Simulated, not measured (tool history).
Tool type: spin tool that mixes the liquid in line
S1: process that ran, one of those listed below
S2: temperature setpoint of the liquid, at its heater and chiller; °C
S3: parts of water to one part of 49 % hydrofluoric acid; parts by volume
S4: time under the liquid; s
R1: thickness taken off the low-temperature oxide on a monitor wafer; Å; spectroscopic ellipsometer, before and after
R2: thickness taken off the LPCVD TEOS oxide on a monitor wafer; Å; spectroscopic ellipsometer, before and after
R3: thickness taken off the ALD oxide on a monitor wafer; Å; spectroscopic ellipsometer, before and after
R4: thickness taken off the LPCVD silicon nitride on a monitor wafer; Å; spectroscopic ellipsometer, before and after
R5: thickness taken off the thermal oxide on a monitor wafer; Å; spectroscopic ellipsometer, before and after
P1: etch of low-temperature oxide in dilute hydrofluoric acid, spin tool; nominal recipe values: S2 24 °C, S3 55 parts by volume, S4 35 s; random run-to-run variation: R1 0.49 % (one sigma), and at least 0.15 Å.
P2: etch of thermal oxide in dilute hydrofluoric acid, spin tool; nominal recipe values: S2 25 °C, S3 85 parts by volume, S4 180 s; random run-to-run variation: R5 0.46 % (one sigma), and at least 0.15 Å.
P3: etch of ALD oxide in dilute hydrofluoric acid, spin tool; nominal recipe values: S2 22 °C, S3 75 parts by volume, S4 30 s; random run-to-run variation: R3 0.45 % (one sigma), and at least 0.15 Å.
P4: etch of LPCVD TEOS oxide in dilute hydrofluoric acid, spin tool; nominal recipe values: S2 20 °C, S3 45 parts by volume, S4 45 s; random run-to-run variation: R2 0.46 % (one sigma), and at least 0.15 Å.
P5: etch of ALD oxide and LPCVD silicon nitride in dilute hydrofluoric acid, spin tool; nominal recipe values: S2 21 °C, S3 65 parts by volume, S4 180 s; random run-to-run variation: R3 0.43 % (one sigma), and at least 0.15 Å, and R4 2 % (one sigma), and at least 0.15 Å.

run,hour,S1,S2,S3,S4,R1,R2,R3,R4,R5
1,16.9,P1,24,55,35,106.52,,,,
2,29.3,P4,23.5,45,45,,310.93,,,
3,39.8,P1,31,95,35,76.258,,,,
4,54,P3,22,75,15,,,53.89,,
# hour 56.7: hydrofluoric acid flow meter replaced
5,67.4,P1,24,105,35,52.291,,,,
6,78.7,P3,22,75,30,,,108,,
7,92.8,P3,17,75,30,,,88.255,,
8,108.1,P5,21,65,180,,,305.74,10.387,
9,124.3,P1,24,55,35,106.05,,,,
10,134.5,P2,25,20,180,,,,,502.99
11,142.2,P4,20,75,45,,153.6,,,
12,150.7,P1,24,55,65,195.74,,,,
13,158.8,P2,32,85,180,,,,,141.78
14,169.7,P2,25,85,180,,,,,107.29
15,183.5,P3,22,30,30,,,285.57,,
16,197.3,P5,21,30,180,,,699.32,22.679,
17,207.3,P5,21,65,70,,,118.94,3.7429,
18,215,P1,24,55,15,45.574,,,,
19,228,P1,24,55,35,106.05,,,,
20,244.1,P1,28,55,20,70.919,,,,
21,253.5,P1,29.5,55,35,131.23,,,,
22,262.4,P5,29,65,180,,,424.49,17.046,
23,273,P1,24,55,35,106.34,,,,
24,283.8,P1,24,55,35,106.41,,,,
25,293.5,P4,20,45,45,,266.11,,,
26,303.6,P1,20.5,55,35,91.393,,,,
27,318.5,P4,20,45,75,,446.42,,,
28,330.2,P1,19.5,55,15,37.812,,,,
29,342.3,P1,24,20,35,304.27,,,,
30,351.6,P2,25,85,180,,,,,107.88
31,362.7,P2,25,85,275,,,,,164.32
32,375.2,P1,24,55,35,105.27,,,,
33,387.3,P1,24,55,35,100.51,,,,
34,401.6,P1,24,55,35,98.368,,,,
35,416.8,P1,24,55,35,98.643,,,,
36,431.9,P1,24,55,35,96.898,,,,
37,443.1,P1,24,55,35,96.417,,,,
38,459.7,P1,24,55,35,96.62,,,,

What P1 gives has crept away from where it was. These 2 causes fit the log equally well, each at the size given:
A: liquid colder than its thermometer reads (K) = 2.27
B: hydrofluoric acid flow below the setpoint (%) = 8.36
Creep in the process output first set in at about hour 375.2.

You are offered 4 check runs, listed below with question marks in place of their results; each one averages 5 wafers. Which run separates the listed causes by giving clearly different results for each?
check 1,476.3,P5,28,30,180,,,?,?,
check 2,476.3,P4,20,75,45,,?,,,
check 3,476.3,P3,17,75,15,,,?,,
check 4,476.3,P2,25,55,180,,,,,?

What each check would give under each cause:
check,result,if A,if B
check 1,R3,845.93,847.19
check 1,R4,30.082,32.151
check 2,R2,140.32,140.39
check 3,R3,39.779,39.919
check 4,R5,158.11,157.96
Per-check spread between the two closest causes, in the result where they differ most: check 1 6.65 %; check 2 0.05 %; check 3 0.35 %; check 4 0.09 %
Only in check 1 would the causes give clearly different results; in the remaining checks their results would be nearly the same.

With check 1 done, the readings were: R3 844.92 Å; R4 29.893 Å. Identify which of the listed causes applies.

The correct cause is A, namely: liquid colder than its thermometer reads (K).

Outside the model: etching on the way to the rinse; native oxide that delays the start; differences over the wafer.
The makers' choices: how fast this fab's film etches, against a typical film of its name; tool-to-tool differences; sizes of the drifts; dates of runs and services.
